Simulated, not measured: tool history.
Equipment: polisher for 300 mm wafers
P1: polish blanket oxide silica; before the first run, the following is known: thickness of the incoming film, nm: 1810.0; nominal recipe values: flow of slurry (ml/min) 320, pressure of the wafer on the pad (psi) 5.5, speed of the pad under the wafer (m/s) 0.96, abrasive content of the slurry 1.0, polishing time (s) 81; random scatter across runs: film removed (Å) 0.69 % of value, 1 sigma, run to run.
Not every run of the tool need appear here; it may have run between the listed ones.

run   hour  flow of slurry (ml/min)  pressure of the wafer on the pad (psi)  speed of the pad under the wafer (m/s)  abrasive content of the slurry  polishing time (s)  wafers polished on this pad  hours since the slurry nozzle was cleaned  hours since the head pressure was calibrated  hours since the slurry blender was calibrated  hours since the conditioning disc was replaced  film removed (Å)
  1   12.3                      320                                     5.5                                    0.96                             1.0                  81                          720                                      201.4                                         135.5                                          142.1                                           138.9            2759.1
  2   23.4                      320                                     5.5                                    1.42                             1.0                  81                          825                                      212.5                                         146.6                                          153.2                                           150.0            3780.7
  3   29.8                      320                                     5.5                                    0.96                             1.0                  50                          885                                      218.9                                         153.0                                          159.6                                           156.4            1693.2
  4   36.6                      320                                     5.5                                    0.96                             1.0                 122                          949                                      225.7                                         159.8                                          166.4                                           163.2            4094.6
  5   48.6                      320                                     5.5                                    0.96                             1.0                  81                         1062                                      237.7                                         171.8                                          178.4                                           175.2            2779.4
  6   58.7                      320                                     5.5                                    0.96                             1.0                  81                         1157                                      247.8                                         181.9                                          188.5                                           185.3            2735.1
  7   70.3                      320                                     5.5                                    0.96                             0.6                  81                         1266                                      259.4                                         193.5                                          200.1                                           196.9            2086.0
  8   76.6                      320                                     5.5                                    0.96                             1.0                  81                         1325                                      265.7                                         199.8                                          206.4                                           203.2            2751.9
      84.6  -- slurry nozzle cleaned
  9   87.4                      190                                     5.5                                    1.18                             1.0                  81                         1427                                        2.9                                         210.6                                          217.2                                           214.0            3057.2
 10   99.4                      320                                     5.5                                    0.44                             1.0                  81                         1540                                       14.9                                         222.6                                          229.2                                           226.0            1471.5
 11  110.8                      320                                     5.5                                    0.96                             1.0                  81                         1647                                       26.3                                         234.0                                          240.6                                           237.4            2761.5
 12  119.7                      435                                     5.5                                    1.34                             1.0                  81                         1731                                       35.2                                         242.9                                          249.5                                           246.3            3661.6
 13  131.8                      320                                     7.1                                    0.96                             1.0                  81                         1844                                       47.3                                         255.0                                          261.6                                           258.4            3514.9
 14  137.8                      500                                     5.5                                    0.96                             1.0                  81                         1901                                       53.3                                         261.0                                          267.6                                           264.4            2844.4
 15  150.3                      190                                     5.5                                    0.96                             1.0                  81                         2018                                       65.8                                         273.5                                          280.1                                           276.9            2588.4
 16  157.5                      320                                     5.5                                    0.96                             1.5                  81                         2086                                       73.0                                         280.7                                          287.3                                           284.1            3261.9
 17  164.1                      320                                     2.8                                    0.96                             1.0                  81                         2148                                       79.6                                         287.3                                          293.9                                           290.7            1415.3
 18  170.7                      320                                     5.5                                    0.96                             1.0                  81                         2210                                       86.2                                         293.9                                          300.5                                           297.3            2733.7
 19  177.4                      320                                     5.5                                    0.96                             1.0                  81                         2273                                       92.9                                         300.6                                          307.2                                           304.0            2709.6
 20  187.6                      320                                     5.5                                    0.96                             1.0                  81                         2369                                      103.1                                         310.8                                          317.4                                           314.2            2654.1
 21  198.0                      320                                     5.5                                    0.96                             1.0                  81                         2467                                      113.5                                         321.2                                          327.8                                           324.6            2605.2
 22  208.7                      320                                     5.5                                    0.96                             1.0                  81                         2568                                      124.2                                         331.9                                          338.5                                           335.3            2560.7
 23  219.8                      320                                     5.5                                    0.96                             1.0                  81                         2672                                      135.3                                         343.0                                          349.6                                           346.4            2557.9
     221.1  -- slurry nozzle cleaned
 24  229.8                      320                                     5.5                                    0.96                             1.0                  81                         2766                                        8.7                                         353.0                                          359.6                                           356.4            2552.2
 25  241.9                      320                                     5.5                                    0.96                             1.0                  81                         2880                                       20.8                                         365.1                                          371.7                                           368.5            2535.7
     242.0  -- head pressure recalibrated
     243.2  -- conditioning disc replaced and pad reconditioned
 26  248.2                      320                                     5.5                                    0.96                             1.0                  81                         2939                                       27.1                                           6.2                                          378.0                                             5.0            2532.7
 27  260.8                      320                                     5.5                                    0.96                             1.0                  81                         3058                                       39.7                                          18.8                                          390.6                                            17.6            2512.2
 28  269.7                      320                                     5.5                                    0.96                             1.0                  81                         3141                                       48.6                                          27.7                                          399.5                                            26.5            2514.0

P1 no longer gives what it gave before; its output has crept away from where it was. The following 2 causes, each at its listed size, fit the log equally well:
A: abrasive missing from the slurry, % = 15.9
B: removal rate lost through wear of the pad, % = 7.89
The gradual shift began around hour 170.7.
Excluded causes, each with its reason:
slurry flow missing at the pad, %: was serviced at hour 221.1, once the creep was under way, yet the earlier output never came back
head's pressure below its setpoint, %: was serviced at hour 242.0, once the creep was under way, yet the earlier output never came back
time polished since the conditioner stopped cutting, s: was serviced at hour 243.2, once the creep was under way, yet the earlier output never came back

4 check runs are offered, each on 5 wafers whose results are averaged, their results left as question marks. Which one tells the causes apart?
check 1  278.6                      320                                     5.5                                    0.74                             0.6                  81                                                                                                                                                                                                                                      ?
check 2  278.6                      410                                     5.5                                    0.96                             1.0                 122                                                                                                                                                                                                                                      ?
check 3  278.6                      190                                     5.5                                    0.44                             1.0                  81                                                                                                                                                                                                                                      ?
check 4  278.6                      470                                     3.3                                    0.96                             1.0                  81                                                                                                                                                                                                                                      ?

Predicted outcomes, by check and by cause:
  check            result    if A    if B
check 1  film removed (Å)  1542.9  1577.4
check 2  film removed (Å)  3882.7  3883.7
check 3  film removed (Å)  1280.7  1281.0
check 4  film removed (Å)  1559.9  1560.3
Separation of the two closest causes in each check, using whichever result separates them best: check 1 2.21 %; check 2 0.03 %; check 3 0.03 %; check 4 0.03 %
The causes can be told apart only by check 1. The other checks would give nearly the same results under each of them.

After running check 1, the following was obtained: film removed (Å) 1545.1. Which cause does this point to?

The cause is A: abrasive missing from the slurry, %.
